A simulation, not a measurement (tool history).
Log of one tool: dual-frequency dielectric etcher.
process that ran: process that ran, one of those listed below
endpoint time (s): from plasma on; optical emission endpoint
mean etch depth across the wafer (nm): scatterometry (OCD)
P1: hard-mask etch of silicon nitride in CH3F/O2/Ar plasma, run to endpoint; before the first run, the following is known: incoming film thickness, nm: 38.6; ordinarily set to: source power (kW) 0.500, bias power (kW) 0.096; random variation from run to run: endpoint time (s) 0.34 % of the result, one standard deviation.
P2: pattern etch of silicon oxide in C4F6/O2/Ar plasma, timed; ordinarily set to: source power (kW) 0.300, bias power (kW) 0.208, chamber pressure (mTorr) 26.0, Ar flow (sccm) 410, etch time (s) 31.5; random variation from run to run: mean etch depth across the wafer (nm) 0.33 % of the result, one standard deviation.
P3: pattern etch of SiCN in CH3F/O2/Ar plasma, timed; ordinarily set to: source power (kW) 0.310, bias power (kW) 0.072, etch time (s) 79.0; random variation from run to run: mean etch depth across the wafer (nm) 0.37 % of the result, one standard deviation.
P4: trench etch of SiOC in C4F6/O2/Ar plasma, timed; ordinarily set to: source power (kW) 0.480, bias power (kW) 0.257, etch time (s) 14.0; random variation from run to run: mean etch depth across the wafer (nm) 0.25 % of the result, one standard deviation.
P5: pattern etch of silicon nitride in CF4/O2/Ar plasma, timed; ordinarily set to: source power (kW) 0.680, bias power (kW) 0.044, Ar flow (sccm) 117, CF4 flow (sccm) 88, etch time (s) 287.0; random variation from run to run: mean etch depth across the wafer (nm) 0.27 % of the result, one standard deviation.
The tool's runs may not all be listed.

run,hour,process that ran,source power (kW),bias power (kW),etch time (s),chamber pressure (mTorr),Ar flow (sccm),CF4 flow (sccm),hours since the last wet clean,hours since the last source power generator calibration,hours since the last bias power generator calibration,endpoint time (s),mean etch depth across the wafer (nm)
1,3.1,P1,0.500,0.096,,,,,182.1,747.5,3089.7,46.224,
2,6.1,P3,0.420,0.072,79.0,,,,185.1,750.5,3092.7,,29.411
3,9.6,P1,0.500,0.078,,,,,188.6,754.0,3096.2,49.843,
4,13.5,P1,0.500,0.096,,,,,192.5,757.9,3100.1,46.123,
5,17.5,P3,0.310,0.072,79.0,,,,196.5,761.9,3104.1,,26.227
6,20.7,P1,0.500,0.096,,,,,199.7,765.1,3107.3,46.293,
7,25.8,P2,0.300,0.130,31.5,26.0,410,,204.8,770.2,3112.4,,77.376
8,30.0,P5,0.680,0.044,287.0,,165,88,209.0,774.4,3116.6,,614.550
9,32.6,P5,0.680,0.044,287.0,,117,69,211.6,777.0,3119.2,,627.310
# hour 36.1: bias power generator calibrated
10,36.6,P4,0.670,0.257,14.0,,,,215.6,781.0,0.6,,39.986
11,40.8,P5,0.680,0.044,353.0,,117,88,219.8,785.2,4.8,,801.870
12,45.0,P1,0.500,0.096,,,,,224.0,789.4,9.0,46.390,
13,47.9,P1,0.400,0.096,,,,,226.9,792.3,11.9,50.385,
14,52.4,P4,0.480,0.257,17.5,,,,231.4,796.8,16.4,,44.127
15,55.1,P2,0.300,0.208,39.0,26.0,410,,234.1,799.5,19.1,,111.640
16,59.2,P2,0.300,0.208,31.5,26.0,311,,238.2,803.6,23.2,,92.968
17,62.3,P2,0.300,0.208,31.5,35.5,410,,241.3,806.7,26.3,,86.781
18,66.1,P1,0.500,0.096,,,,,245.1,810.5,30.1,46.424,
19,69.0,P4,0.480,0.349,14.0,,,,248.0,813.4,33.0,,38.982
20,72.0,P3,0.310,0.072,50.5,,,,251.0,816.4,36.0,,16.679
21,74.3,P3,0.310,0.088,79.0,,,,253.3,818.7,38.3,,28.233
22,78.5,P1,0.500,0.131,,,,,257.5,822.9,42.5,41.421,
23,82.8,P5,0.410,0.044,287.0,,117,88,261.8,827.2,46.8,,418.170
24,85.4,P1,0.500,0.096,,,,,264.4,829.8,49.4,46.544,
25,88.2,P1,0.660,0.096,,,,,267.2,832.6,52.2,41.821,
26,93.1,P4,0.480,0.257,14.0,,,,272.1,837.5,57.1,,35.217
27,95.4,P1,0.660,0.059,,,,,274.4,839.8,59.4,48.914,
28,99.3,P3,0.310,0.072,79.0,,,,278.3,843.7,63.3,,26.188
29,102.3,P5,0.680,0.054,287.0,,117,88,281.3,846.7,66.3,,705.160
30,106.5,P5,0.680,0.044,287.0,,117,88,285.5,850.9,70.5,,650.490
31,111.1,P2,0.190,0.208,31.5,26.0,410,,290.1,855.5,75.1,,75.364
32,116.1,P5,0.680,0.044,287.0,,117,88,295.1,860.5,80.1,,650.800
33,119.1,P2,0.300,0.208,31.5,26.0,410,,298.1,863.5,83.1,,89.889
34,123.7,P1,0.500,0.096,,,,,302.7,868.1,87.7,46.511,
35,126.1,P1,0.500,0.096,,,,,305.1,870.5,90.1,45.989,
36,129.6,P1,0.500,0.096,,,,,308.6,874.0,93.6,45.829,
37,132.8,P1,0.500,0.096,,,,,311.8,877.2,96.8,45.690,
# hour 135.9: wet clean of the chamber
38,137.2,P1,0.500,0.096,,,,,1.3,881.6,101.2,45.696,
39,139.5,P1,0.500,0.096,,,,,3.6,883.9,103.5,45.508,
40,143.8,P1,0.500,0.096,,,,,7.9,888.2,107.8,45.401,
41,146.2,P1,0.500,0.096,,,,,10.3,890.6,110.2,45.700,
42,149.7,P1,0.500,0.096,,,,,13.8,894.1,113.7,45.472,
43,152.8,P1,0.500,0.096,,,,,16.9,897.2,116.8,45.489,

Something has made what P1 gives creep away from where it was; the 2 causes below, each at its own stated size, fit the log equally well:
A: source power that arrives over what is set, % = 4.68
B: bias power that arrives over what is set, % = 4.88
The creep began at about hour 123.7.
Ruled out, with reasons:
chamber walls in a state that raises the etch rate, %: serviced at hour 135.9, after the drift had started, without restoring the earlier output

Of the 4 check runs listed below, each run on one wafer and each result written as a question mark, which would let you distinguish the listed causes because they would give clearly different results?
check 1,155.9,P4,0.480,0.257,14.0,,,,,,,,?
check 2,155.9,P5,0.680,0.044,287.0,,117,88,,,,,?
check 3,155.9,P2,0.300,0.208,31.5,26.0,410,,,,,,?
check 4,155.9,P3,0.310,0.072,79.0,,,,,,,,?

Expected result of each check under each candidate cause:
check,result,if A,if B
check 1,mean etch depth across the wafer (nm),35.755,35.703
check 2,mean etch depth across the wafer (nm),676.930,662.060
check 3,mean etch depth across the wafer (nm),91.367,91.215
check 4,mean etch depth across the wafer (nm),26.673,26.677
Smallest distance between any two causes, each pair judged by its most separating result, in per cent: check 1 0.14 %; check 2 2.22 %; check 3 0.17 %; check 4 0.01 %
The causes can be told apart only by check 2. The other checks would give nearly the same results under each of them.

Check 2 has now been run. It gave: mean etch depth across the wafer (nm) 663.480. Which of the candidate causes is it?

It was cause B: bias power that arrives over what is set, %.

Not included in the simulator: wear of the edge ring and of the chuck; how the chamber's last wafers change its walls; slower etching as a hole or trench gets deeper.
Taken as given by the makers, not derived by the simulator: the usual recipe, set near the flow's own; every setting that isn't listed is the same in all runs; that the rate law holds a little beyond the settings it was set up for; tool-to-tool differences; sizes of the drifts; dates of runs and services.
